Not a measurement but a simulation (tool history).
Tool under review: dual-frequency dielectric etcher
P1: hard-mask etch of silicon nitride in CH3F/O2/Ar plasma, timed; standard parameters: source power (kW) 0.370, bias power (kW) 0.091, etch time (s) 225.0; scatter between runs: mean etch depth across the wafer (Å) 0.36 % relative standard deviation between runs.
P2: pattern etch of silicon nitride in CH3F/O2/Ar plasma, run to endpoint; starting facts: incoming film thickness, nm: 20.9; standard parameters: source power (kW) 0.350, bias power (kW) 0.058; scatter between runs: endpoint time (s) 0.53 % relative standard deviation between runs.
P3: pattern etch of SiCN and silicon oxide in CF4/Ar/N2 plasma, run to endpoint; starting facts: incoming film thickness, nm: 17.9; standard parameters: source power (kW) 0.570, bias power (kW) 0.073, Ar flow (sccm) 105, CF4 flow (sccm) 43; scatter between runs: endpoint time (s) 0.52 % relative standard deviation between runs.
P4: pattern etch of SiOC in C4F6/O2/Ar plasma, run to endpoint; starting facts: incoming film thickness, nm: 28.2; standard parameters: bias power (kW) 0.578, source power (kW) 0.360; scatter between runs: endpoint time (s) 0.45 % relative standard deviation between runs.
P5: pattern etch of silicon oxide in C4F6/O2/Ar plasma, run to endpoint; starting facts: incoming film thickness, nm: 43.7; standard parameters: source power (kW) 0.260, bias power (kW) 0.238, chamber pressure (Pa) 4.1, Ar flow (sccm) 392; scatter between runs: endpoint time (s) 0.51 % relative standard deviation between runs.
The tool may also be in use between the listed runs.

| run | hour | process that ran | source power (kW) | bias power (kW) | etch time (s) | chamber pressure (Pa) | Ar flow (sccm) | CF4 flow (sccm) | hours since the last wet clean | hours since the last source power generator calibration | hours since the last bias power generator calibration | mean etch depth across the wafer (Å) | endpoint time (s) |
|---|---|---|---|---|---|---|---|---|---|---|---|---|---|
| 1 | 15.9 | P1 | 0.370 | 0.091 | 225.0 |  |  |  | 288.2 | 1050.3 | 3706.6 | 1599.9 |  |
| 2 | 24.2 | P5 | 0.330 | 0.238 |  | 4.1 | 392 |  | 296.5 | 1058.6 | 3714.9 |  | 13.9480 |
| 3 | 41.8 | P3 | 0.570 | 0.073 |  |  | 125 | 43 | 314.1 | 1076.2 | 3732.5 |  | 18.7180 |
| 4 | 59.0 | P5 | 0.260 | 0.238 |  | 4.1 | 392 |  | 331.3 | 1093.4 | 3749.7 |  | 15.5380 |
| 5 | 68.9 | P2 | 0.470 | 0.058 |  |  |  |  | 341.2 | 1103.3 | 3759.6 |  | 30.4310 |
| 6 | 81.3 | P1 | 0.370 | 0.120 | 225.0 |  |  |  | 353.6 | 1115.7 | 3772.0 | 1781.6 |  |
| 7 | 93.2 | P5 | 0.260 | 0.238 |  | 4.1 | 392 |  | 365.5 | 1127.6 | 3783.9 |  | 15.3140 |
| 8 | 103.1 | P4 | 0.360 | 0.578 |  |  |  |  | 375.4 | 1137.5 | 3793.8 |  | 9.1956 |
| 9 | 114.1 | P4 | 0.360 | 0.578 |  |  |  |  | 386.4 | 1148.5 | 3804.8 |  | 9.2654 |
| 10 | 131.6 | P1 | 0.370 | 0.091 | 225.0 |  |  |  | 403.9 | 1166.0 | 3822.3 | 1608.5 |  |
| 11 | 143.3 | P1 | 0.370 | 0.091 | 225.0 |  |  |  | 415.6 | 1177.7 | 3834.0 | 1605.8 |  |
| 12 | 159.8 | P1 | 0.480 | 0.091 | 155.0 |  |  |  | 432.1 | 1194.2 | 3850.5 | 1224.6 |  |
| 13 | 175.2 | P1 | 0.490 | 0.111 | 225.0 |  |  |  | 447.5 | 1209.6 | 3865.9 | 1920.7 |  |
| 14 | 191.0 | P2 | 0.350 | 0.058 |  |  |  |  | 463.3 | 1225.4 | 3881.7 |  | 33.8650 |
|  | 200.4 | wet clean of the chamber |
| 15 | 206.7 | P1 | 0.260 | 0.091 | 225.0 |  |  |  | 6.4 | 1241.1 | 3897.4 | 1413.5 |  |
| 16 | 220.5 | P3 | 0.570 | 0.073 |  |  | 105 | 26 | 20.2 | 1254.9 | 3911.2 |  | 19.8550 |
| 17 | 236.7 | P4 | 0.360 | 0.337 |  |  |  |  | 36.4 | 1271.1 | 3927.4 |  | 11.2580 |
| 18 | 247.7 | P4 | 0.210 | 0.578 |  |  |  |  | 47.4 | 1282.1 | 3938.4 |  | 11.1940 |
| 19 | 257.7 | P1 | 0.370 | 0.091 | 315.0 |  |  |  | 57.4 | 1292.1 | 3948.4 | 2254.7 |  |
| 20 | 266.8 | P5 | 0.260 | 0.238 |  | 3.3 | 392 |  | 66.5 | 1301.2 | 3957.5 |  | 14.9110 |
| 21 | 282.2 | P3 | 0.570 | 0.073 |  |  | 105 | 43 | 81.9 | 1316.6 | 3972.9 |  | 18.2070 |
| 22 | 296.3 | P1 | 0.370 | 0.091 | 225.0 |  |  |  | 96.0 | 1330.7 | 3987.0 | 1607.1 |  |
| 23 | 311.0 | P3 | 0.670 | 0.073 |  |  | 105 | 43 | 110.7 | 1345.4 | 4001.7 |  | 15.9060 |
| 24 | 321.8 | P2 | 0.350 | 0.042 |  |  |  |  | 121.5 | 1356.2 | 4012.5 |  | 37.6230 |
| 25 | 337.4 | P1 | 0.480 | 0.091 | 225.0 |  |  |  | 137.1 | 1371.8 | 4028.1 | 1774.6 |  |
| 26 | 347.6 | P2 | 0.350 | 0.058 |  |  |  |  | 147.3 | 1382.0 | 4038.3 |  | 34.0500 |
| 27 | 359.9 | P1 | 0.370 | 0.052 | 225.0 |  |  |  | 159.6 | 1394.3 | 4050.6 | 1320.9 |  |
| 28 | 372.6 | P5 | 0.260 | 0.324 |  | 4.1 | 392 |  | 172.3 | 1407.0 | 4063.3 |  | 13.7750 |
| 29 | 387.7 | P1 | 0.370 | 0.060 | 282.5 |  |  |  | 187.4 | 1422.1 | 4078.4 | 1737.2 |  |
| 30 | 404.0 | P1 | 0.370 | 0.091 | 153.5 |  |  |  | 203.7 | 1438.4 | 4094.7 | 1090.7 |  |
| 31 | 418.1 | P3 | 0.570 | 0.049 |  |  | 105 | 43 | 217.8 | 1452.5 | 4108.8 |  | 20.8850 |
| 32 | 434.4 | P5 | 0.260 | 0.238 |  | 4.1 | 264 |  | 234.1 | 1468.8 | 4125.1 |  | 14.6070 |
| 33 | 446.9 | P1 | 0.370 | 0.091 | 225.0 |  |  |  | 246.6 | 1481.3 | 4137.6 | 1594.8 |  |
| 34 | 455.2 | P1 | 0.370 | 0.091 | 225.0 |  |  |  | 254.9 | 1489.6 | 4145.9 | 1609.1 |  |
| 35 | 465.7 | P1 | 0.370 | 0.091 | 225.0 |  |  |  | 265.4 | 1500.1 | 4156.4 | 1584.9 |  |
| 36 | 478.7 | P1 | 0.370 | 0.091 | 225.0 |  |  |  | 278.4 | 1513.1 | 4169.4 | 1578.7 |  |
| 37 | 496.4 | P1 | 0.370 | 0.091 | 225.0 |  |  |  | 296.1 | 1530.8 | 4187.1 | 1587.8 |  |
|  | 499.1 | wet clean of the chamber |
| 38 | 511.3 | P1 | 0.370 | 0.091 | 225.0 |  |  |  | 12.3 | 1545.7 | 4202.0 | 1582.8 |  |
| 39 | 526.1 | P1 | 0.370 | 0.091 | 225.0 |  |  |  | 27.1 | 1560.5 | 4216.8 | 1580.9 |  |
| 40 | 536.7 | P1 | 0.370 | 0.091 | 225.0 |  |  |  | 37.7 | 1571.1 | 4227.4 | 1570.4 |  |
| 41 | 547.8 | P1 | 0.370 | 0.091 | 225.0 |  |  |  | 48.8 | 1582.2 | 4238.5 | 1582.1 |  |
| 42 | 561.1 | P1 | 0.370 | 0.091 | 225.0 |  |  |  | 62.1 | 1595.5 | 4251.8 | 1580.4 |  |
| 43 | 573.7 | P1 | 0.370 | 0.091 | 225.0 |  |  |  | 74.7 | 1608.1 | 4264.4 | 1578.7 |  |
| 44 | 588.2 | P1 | 0.370 | 0.091 | 225.0 |  |  |  | 89.2 | 1622.6 | 4278.9 | 1576.2 |  |

P1 has crept away from where it was. The log is fitted equally well by each of these 2 causes, at the sizes shown:
A: source power that arrives under what is set, % = 4.71
B: bias power that arrives under what is set, % = 4.87
Creep in the process output first set in at about hour 446.9.
Why every other cause is out:
chamber walls in a state that lowers the etch rate, %: its service at hour 499.1 followed the start of the drift and did not put the process back to its old value

Below are 4 check runs, each averaged over 3 wafers, with their results shown as question marks. Which of them would give clearly different results depending on which cause is behind the drift?
| check 1 | 602.7 | P5 | 0.300 | 0.300 |  | 4.1 | 392 |  |  |  |  |  | ? |
| check 2 | 602.7 | P4 | 0.250 | 0.348 |  |  |  |  |  |  |  |  | ? |
| check 3 | 602.7 | P2 | 0.430 | 0.058 |  |  |  |  |  |  |  |  | ? |
| check 4 | 602.7 | P3 | 0.570 | 0.058 |  |  | 105 | 43 |  |  |  |  | ? |

How each check would come out, cause by cause:
| check | result | if A | if B |
|---|---|---|---|
| check 1 | endpoint time (s) | 13.7030 | 13.6960 |
| check 2 | endpoint time (s) | 13.0300 | 13.0300 |
| check 3 | endpoint time (s) | 31.8670 | 31.7850 |
| check 4 | endpoint time (s) | 20.5800 | 20.0670 |
Per check, the gap between the least separated pair of causes, taken in the result that splits them most: check 1 0.05 %; check 2 0.01 %; check 3 0.26 %; check 4 2.52 %
The causes can be told apart only by check 4. The other checks would give nearly the same results under each of them.

Check 4 has now been run. It gave: endpoint time (s) 20.6180. Which of the candidate causes is it?

It is A: source power that arrives under what is set, %.
